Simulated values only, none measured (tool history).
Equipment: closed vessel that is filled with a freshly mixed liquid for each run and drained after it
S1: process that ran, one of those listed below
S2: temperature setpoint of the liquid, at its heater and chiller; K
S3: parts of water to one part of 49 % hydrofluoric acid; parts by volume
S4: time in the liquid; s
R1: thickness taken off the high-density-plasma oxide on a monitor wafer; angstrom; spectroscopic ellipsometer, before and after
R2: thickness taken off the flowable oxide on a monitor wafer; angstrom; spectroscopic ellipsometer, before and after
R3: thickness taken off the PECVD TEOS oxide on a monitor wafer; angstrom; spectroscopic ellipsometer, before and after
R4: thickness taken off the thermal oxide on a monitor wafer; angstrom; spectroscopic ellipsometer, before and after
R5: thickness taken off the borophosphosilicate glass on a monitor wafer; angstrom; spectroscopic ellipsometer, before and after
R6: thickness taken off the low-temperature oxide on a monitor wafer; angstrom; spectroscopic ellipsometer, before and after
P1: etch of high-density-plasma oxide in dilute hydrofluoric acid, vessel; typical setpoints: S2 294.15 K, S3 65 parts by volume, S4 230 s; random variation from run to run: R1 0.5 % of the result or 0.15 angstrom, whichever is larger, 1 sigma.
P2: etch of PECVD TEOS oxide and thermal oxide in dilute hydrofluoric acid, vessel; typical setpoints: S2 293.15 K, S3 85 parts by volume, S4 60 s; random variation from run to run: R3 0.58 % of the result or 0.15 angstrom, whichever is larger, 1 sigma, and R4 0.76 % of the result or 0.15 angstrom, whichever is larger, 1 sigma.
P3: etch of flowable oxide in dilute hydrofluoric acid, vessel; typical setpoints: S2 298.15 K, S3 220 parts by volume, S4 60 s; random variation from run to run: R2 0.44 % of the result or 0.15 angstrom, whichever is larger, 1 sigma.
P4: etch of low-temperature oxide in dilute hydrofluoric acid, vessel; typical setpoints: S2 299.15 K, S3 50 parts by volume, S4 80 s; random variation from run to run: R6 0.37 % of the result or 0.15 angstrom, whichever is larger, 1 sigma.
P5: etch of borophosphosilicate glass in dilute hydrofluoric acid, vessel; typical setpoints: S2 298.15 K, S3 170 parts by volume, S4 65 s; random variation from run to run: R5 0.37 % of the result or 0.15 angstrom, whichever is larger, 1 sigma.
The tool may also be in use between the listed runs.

{"run": 1, "hour": 9.2, "S1": "P1", "S2": 294.15, "S3": 65, "S4": 230, "R1": 220.11}
{"run": 2, "hour": 14.8, "S1": "P1", "S2": 300.65, "S3": 65, "S4": 95, "R1": 119.32}
{"run": 3, "hour": 21.7, "S1": "P3", "S2": 298.15, "S3": 220, "S4": 60, "R2": 97.533}
{"run": 4, "hour": 30.3, "S1": "P1", "S2": 290.15, "S3": 65, "S4": 230, "R1": 186.8}
{"run": 5, "hour": 40.4, "S1": "P2", "S2": 293.15, "S3": 85, "S4": 30, "R3": 30.408, "R4": 14.809}
{"run": 6, "hour": 49.2, "S1": "P5", "S2": 298.15, "S3": 75, "S4": 65, "R5": 310.82}
{"run": 7, "hour": 59.3, "S1": "P3", "S2": 298.15, "S3": 220, "S4": 30, "R2": 48.753}
{"run": 8, "hour": 67.6, "S1": "P1", "S2": 301.65, "S3": 65, "S4": 230, "R1": 298.69}
{"run": 9, "hour": 73.7, "S1": "P4", "S2": 292.15, "S3": 50, "S4": 80, "R6": 253.44}
{"run": 10, "hour": 83.6, "S1": "P4", "S2": 299.15, "S3": 50, "S4": 125, "R6": 531.01}
{"run": 11, "hour": 92.8, "S1": "P5", "S2": 298.15, "S3": 170, "S4": 65, "R5": 122.28}
{"run": 12, "hour": 99.8, "S1": "P4", "S2": 299.15, "S3": 85, "S4": 80, "R6": 189.52}
{"run": 13, "hour": 107.0, "S1": "P3", "S2": 298.15, "S3": 220, "S4": 60, "R2": 97.475}
{"run": 14, "hour": 118.1, "S1": "P2", "S2": 293.15, "S3": 55, "S4": 60, "R3": 96.617, "R4": 48.099}
{"run": 15, "hour": 123.6, "S1": "P5", "S2": 298.15, "S3": 170, "S4": 130, "R5": 244.16}
{"run": 16, "hour": 136.0, "S1": "P1", "S2": 294.15, "S3": 20, "S4": 230, "R1": 760.49}
{"run": 17, "hour": 145.5, "S1": "P3", "S2": 298.15, "S3": 405, "S4": 60, "R2": 44.182}
{"run": 18, "hour": 157.0, "S1": "P4", "S2": 299.15, "S3": 50, "S4": 80, "R6": 340.06}
{"run": 19, "hour": 164.3, "S1": "P3", "S2": 303.65, "S3": 220, "S4": 60, "R2": 117.21}
{"run": 20, "hour": 175.0, "S1": "P1", "S2": 294.15, "S3": 65, "S4": 230, "R1": 220.35}
{"run": 21, "hour": 184.7, "S1": "P2", "S2": 293.15, "S3": 85, "S4": 60, "R3": 60.857, "R4": 30.152}
{"run": 22, "hour": 191.6, "S1": "P2", "S2": 293.15, "S3": 85, "S4": 60, "R3": 59.884, "R4": 30.061}
{"run": 23, "hour": 198.4, "S1": "P1", "S2": 290.15, "S3": 65, "S4": 335, "R1": 268.87}
{"run": 24, "hour": 207.7, "S1": "P1", "S2": 290.15, "S3": 65, "S4": 125, "R1": 101.17}
{"run": 25, "hour": 216.8, "S1": "P1", "S2": 294.15, "S3": 65, "S4": 230, "R1": 220.83}

What does the tool deliver on the next run?
{"run": 26, "hour": 224.7, "S1": "P5", "S2": 292.15, "S3": 170, "S4": 65, "R5": "?"}

{"run 26": {"R5": 96.598}}

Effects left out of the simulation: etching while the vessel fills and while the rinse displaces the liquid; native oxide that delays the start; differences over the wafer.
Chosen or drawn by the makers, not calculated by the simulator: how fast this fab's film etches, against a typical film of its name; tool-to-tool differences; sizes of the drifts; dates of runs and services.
